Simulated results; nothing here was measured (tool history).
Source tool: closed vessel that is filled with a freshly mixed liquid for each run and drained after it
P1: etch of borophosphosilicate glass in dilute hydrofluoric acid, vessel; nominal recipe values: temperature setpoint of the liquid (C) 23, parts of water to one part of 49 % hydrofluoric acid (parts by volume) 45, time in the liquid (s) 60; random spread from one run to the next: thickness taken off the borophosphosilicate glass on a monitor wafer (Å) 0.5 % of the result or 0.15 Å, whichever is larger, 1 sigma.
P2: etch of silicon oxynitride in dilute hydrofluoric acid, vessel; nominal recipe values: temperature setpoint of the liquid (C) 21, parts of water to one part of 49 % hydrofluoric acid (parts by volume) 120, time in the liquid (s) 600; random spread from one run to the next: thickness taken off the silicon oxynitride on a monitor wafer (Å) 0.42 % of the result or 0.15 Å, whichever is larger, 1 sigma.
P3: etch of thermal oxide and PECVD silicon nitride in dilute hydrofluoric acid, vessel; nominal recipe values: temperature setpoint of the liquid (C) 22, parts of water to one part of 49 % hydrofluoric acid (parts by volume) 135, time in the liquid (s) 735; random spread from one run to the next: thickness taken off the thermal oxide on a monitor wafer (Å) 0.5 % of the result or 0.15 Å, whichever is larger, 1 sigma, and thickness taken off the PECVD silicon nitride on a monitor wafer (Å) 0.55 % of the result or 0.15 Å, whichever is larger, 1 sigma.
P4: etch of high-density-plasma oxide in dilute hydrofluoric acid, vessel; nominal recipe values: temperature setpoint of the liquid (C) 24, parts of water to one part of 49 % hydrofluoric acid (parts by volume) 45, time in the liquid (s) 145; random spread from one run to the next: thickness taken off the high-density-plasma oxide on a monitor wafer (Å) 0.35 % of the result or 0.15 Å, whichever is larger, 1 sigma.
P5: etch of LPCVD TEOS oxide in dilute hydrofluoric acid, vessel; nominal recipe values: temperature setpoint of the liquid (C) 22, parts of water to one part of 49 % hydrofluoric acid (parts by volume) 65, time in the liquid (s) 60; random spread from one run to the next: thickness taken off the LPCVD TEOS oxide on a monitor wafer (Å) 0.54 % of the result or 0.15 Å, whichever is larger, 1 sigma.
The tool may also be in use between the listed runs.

run   hour  process that ran  temperature setpoint of the liquid (C)  parts of water to one part of 49 % hydrofluoric acid (parts by volume)  time in the liquid (s)  thickness taken off the borophosphosilicate glass on a monitor wafer (Å)  thickness taken off the high-density-plasma oxide on a monitor wafer (Å)  thickness taken off the thermal oxide on a monitor wafer (Å)  thickness taken off the PECVD silicon nitride on a monitor wafer (Å)  thickness taken off the LPCVD TEOS oxide on a monitor wafer (Å)  thickness taken off the silicon oxynitride on a monitor wafer (Å)
  1    2.4                P1                                      23                                                                      45                      60                                                                    679.11
  2    6.6                P4                                      24                                                                      45                     145                                                                                                                                              174.35
  3    9.3                P3                                      22                                                                     135                     735                                                                                                                                                                                                            216.81                                                                110.82
  4   12.5                P5                                      22                                                                      65                     115                                                                                                                                                                                                                                                                                                                                                   960.98
  5   15.3                P4                                      31                                                                      45                     145                                                                                                                                              230.65
  6   17.7                P4                                      24                                                                      45                      30                                                                                                                                              35.865
  7   20.5                P1                                      23                                                                      20                      60                                                                    1574.6
      22.9  -- thermometer replaced
  8   23.3                P1                                      23                                                                      45                      60                                                                    680.27
  9   28.1                P4                                      24                                                                      45                     145                                                                                                                                              174.97
 10   32.9                P1                                    30.5                                                                      75                      60                                                                     525.6
 11   36.1                P1                                      23                                                                      45                      60                                                                     682.8
 12   41.5                P2                                      21                                                                     220                     600                                                                                                                                                                                                                                                                                                                                                                                                                       99.23
 13   45.4                P4                                      24                                                                      20                     145                                                                                                                                              405.88
 14   49.5                P5                                      22                                                                      65                      60                                                                                                                                                                                                                                                                                                                                                   494.52
 15   54.7                P1                                      23                                                                      45                      60                                                                    673.56
 16     60                P1                                      23                                                                      65                      60                                                                       461
 17   62.9                P1                                      17                                                                      45                      60                                                                    522.23
 18   67.2                P5                                      30                                                                      65                      60                                                                                                                                                                                                                                                                                                                                                   687.12
 19   72.1                P3                                      22                                                                     210                     735                                                                                                                                                                                                            128.52                                                                73.128
 20   75.9                P2                                      21                                                                     120                    1055                                                                                                                                                                                                                                                                                                                                                                                                                      342.94
 21   80.2                P1                                      23                                                                      45                      60                                                                    677.65
 22   84.3                P3                                      17                                                                     135                     735                                                                                                                                                                                                            177.99                                                                80.041
 23   88.8                P1                                      23                                                                      45                      30                                                                    340.64
 24   92.6                P1                                    28.5                                                                      45                      60                                                                    853.56
 25   96.6                P3                                      22                                                                     135                     115                                                                                                                                                                                                            33.934                                                                17.145
 26  100.2                P1                                      23                                                                      45                      60                                                                    681.11
 27  104.4                P2                                      17                                                                     120                     600                                                                                                                                                                                                                                                                                                                                                                                                                      161.28
 28  108.2                P2                                      21                                                                     120                     600                                                                                                                                                                                                                                                                                                                                                                                                                      195.36
 29  110.7                P5                                      22                                                                      20                      60                                                                                                                                                                                                                                                                                                                                                     1703
 30  116.1                P5                                      22                                                                      65                      60                                                                                                                                                                                                                                                                                                                                                   494.98
 31  118.8                P1                                      23                                                                      45                     115                                                                    1300.8
 32  123.2                P1                                      23                                                                      45                      60                                                                    674.65
 33  126.1                P1                                      23                                                                      45                      60                                                                    697.48
 34  130.9                P1                                      23                                                                      45                      60                                                                    709.62
 35  133.3                P1                                      23                                                                      45                      60                                                                    717.86
 36  137.5                P1                                      23                                                                      45                      60                                                                    719.11
 37  142.1                P1                                      23                                                                      45                      60                                                                    727.32
 38  147.3                P1                                      23                                                                      45                      60                                                                     736.5
 39  150.4                P1                                      23                                                                      45                      60                                                                    734.66
 40  153.1                P1                                      23                                                                      45                      60                                                                    727.47
 41  156.4                P1                                      23                                                                      45                      60                                                                    733.51

P1 has crept away from where it was. The log is fitted equally well by each of these 2 causes, at the sizes shown:
A: liquid hotter than its thermometer reads (K) = 1.89
B: hydrofluoric acid flow above the setpoint (%) = 7.64
Creep in the process output first set in at about hour 123.2.

Listed below are the offered check runs, one wafer per run, with question marks in place of results. For which of them would the causes give clearly different outcomes?
check 1  159.7                P3                                      22                                                                     135                     445                                                                                                                                                                                                                 ?                                                                     ?
check 2  159.7                P4                                    28.5                                                                      20                     145                                                                                                                                                   ?
check 3  159.7                P5                                      22                                                                      20                      60                                                                                                                                                                                                                                                                                                                                                        ?
check 4  159.7                P2                                      21                                                                     215                     955                                                                                                                                                                                                                                                                                                                                                                                                                           ?

If the cause were each of the candidates in turn, the checks would give the following:
  check                                                                    result    if A    if B
check 1              thickness taken off the thermal oxide on a monitor wafer (Å)  141.04  142.54
check 1      thickness taken off the PECVD silicon nitride on a monitor wafer (Å)  76.663  72.812
check 2  thickness taken off the high-density-plasma oxide on a monitor wafer (Å)  526.82  526.36
check 3           thickness taken off the LPCVD TEOS oxide on a monitor wafer (Å)  1845.6  1836.5
check 4         thickness taken off the silicon oxynitride on a monitor wafer (Å)   177.2  176.93
Gap, in per cent, between the two causes that each check separates least, read from the result that separates them most: check 1 5.15 %; check 2 0.09 %; check 3 0.49 %; check 4 0.15 %
Only check 1 tells the causes apart: in the others they would give nearly the same result.

Here is what check 1 returned: thickness taken off the thermal oxide on a monitor wafer (Å) 142.42; thickness taken off the PECVD silicon nitride on a monitor wafer (Å) 72.826. Which cause is it?

B is the cause: hydrofluoric acid flow above the setpoint (%).
